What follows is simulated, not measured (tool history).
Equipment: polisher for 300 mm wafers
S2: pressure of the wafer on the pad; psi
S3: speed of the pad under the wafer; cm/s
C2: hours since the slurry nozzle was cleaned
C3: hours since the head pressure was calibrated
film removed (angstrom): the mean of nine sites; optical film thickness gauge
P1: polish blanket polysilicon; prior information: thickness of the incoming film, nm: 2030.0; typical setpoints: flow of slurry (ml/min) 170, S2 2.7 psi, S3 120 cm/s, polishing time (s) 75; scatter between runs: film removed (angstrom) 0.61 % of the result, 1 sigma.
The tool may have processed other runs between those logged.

{"run": 1, "hour": 7.2, "flow of slurry (ml/min)": 170, "S2": 2.7, "S3": 120, "polishing time (s)": 75, "wafers polished on this pad": 482, "C2": 126.0, "C3": 127.2, "film removed (angstrom)": 6438.6}
{"run": 2, "hour": 11.5, "flow of slurry (ml/min)": 170, "S2": 2.7, "S3": 120, "polishing time (s)": 75, "wafers polished on this pad": 519, "C2": 130.3, "C3": 131.5, "film removed (angstrom)": 6387.5}
{"run": 3, "hour": 16.5, "flow of slurry (ml/min)": 170, "S2": 3.8, "S3": 120, "polishing time (s)": 75, "wafers polished on this pad": 563, "C2": 135.3, "C3": 136.5, "film removed (angstrom)": 9025.9}
{"run": 4, "hour": 20.0, "flow of slurry (ml/min)": 115, "S2": 2.7, "S3": 56, "polishing time (s)": 75, "wafers polished on this pad": 593, "C2": 138.8, "C3": 140.0, "film removed (angstrom)": 2770.8}
{"run": 5, "hour": 23.7, "flow of slurry (ml/min)": 170, "S2": 2.7, "S3": 120, "polishing time (s)": 75, "wafers polished on this pad": 626, "C2": 142.5, "C3": 143.7, "film removed (angstrom)": 6393.1}
{"run": 6, "hour": 28.5, "flow of slurry (ml/min)": 170, "S2": 2.7, "S3": 120, "polishing time (s)": 38, "wafers polished on this pad": 668, "C2": 147.3, "C3": 148.5, "film removed (angstrom)": 3238.1}
{"run": 7, "hour": 33.7, "flow of slurry (ml/min)": 170, "S2": 1.4, "S3": 120, "polishing time (s)": 75, "wafers polished on this pad": 713, "C2": 152.5, "C3": 153.7, "film removed (angstrom)": 3308.4}
{"run": 8, "hour": 38.8, "flow of slurry (ml/min)": 265, "S2": 2.7, "S3": 120, "polishing time (s)": 75, "wafers polished on this pad": 758, "C2": 157.6, "C3": 158.8, "film removed (angstrom)": 6866.5}
{"run": 9, "hour": 42.8, "flow of slurry (ml/min)": 170, "S2": 2.7, "S3": 120, "polishing time (s)": 75, "wafers polished on this pad": 793, "C2": 161.6, "C3": 162.8, "film removed (angstrom)": 6401.8}
{"run": 10, "hour": 47.0, "flow of slurry (ml/min)": 170, "S2": 2.7, "S3": 154, "polishing time (s)": 42, "wafers polished on this pad": 829, "C2": 165.8, "C3": 167.0, "film removed (angstrom)": 4600.5}
{"run": 11, "hour": 54.2, "flow of slurry (ml/min)": 170, "S2": 2.7, "S3": 86, "polishing time (s)": 75, "wafers polished on this pad": 892, "C2": 173.0, "C3": 174.2, "film removed (angstrom)": 4604.8}
{"run": 12, "hour": 57.5, "flow of slurry (ml/min)": 170, "S2": 2.7, "S3": 120, "polishing time (s)": 94, "wafers polished on this pad": 921, "C2": 176.3, "C3": 177.5, "film removed (angstrom)": 8057.8}
{"run": 13, "hour": 62.4, "flow of slurry (ml/min)": 100, "S2": 2.7, "S3": 120, "polishing time (s)": 75, "wafers polished on this pad": 964, "C2": 181.2, "C3": 182.4, "film removed (angstrom)": 5770.8}
{"run": 14, "hour": 68.8, "flow of slurry (ml/min)": 170, "S2": 2.7, "S3": 160, "polishing time (s)": 75, "wafers polished on this pad": 1020, "C2": 187.6, "C3": 188.8, "film removed (angstrom)": 8511.6}
{"run": 15, "hour": 76.3, "flow of slurry (ml/min)": 170, "S2": 2.7, "S3": 120, "polishing time (s)": 75, "wafers polished on this pad": 1085, "C2": 195.1, "C3": 196.3, "film removed (angstrom)": 6436.3}

Estimate the outcome of run 16 from the log above:
{"run": 16, "hour": 83.8, "flow of slurry (ml/min)": 170, "S2": 2.7, "S3": 120, "polishing time (s)": 75, "wafers polished on this pad": 1151, "C2": 202.6, "C3": 203.8, "film removed (angstrom)": "?"}

{"run 16": {"film removed (angstrom)": 6278.1}}
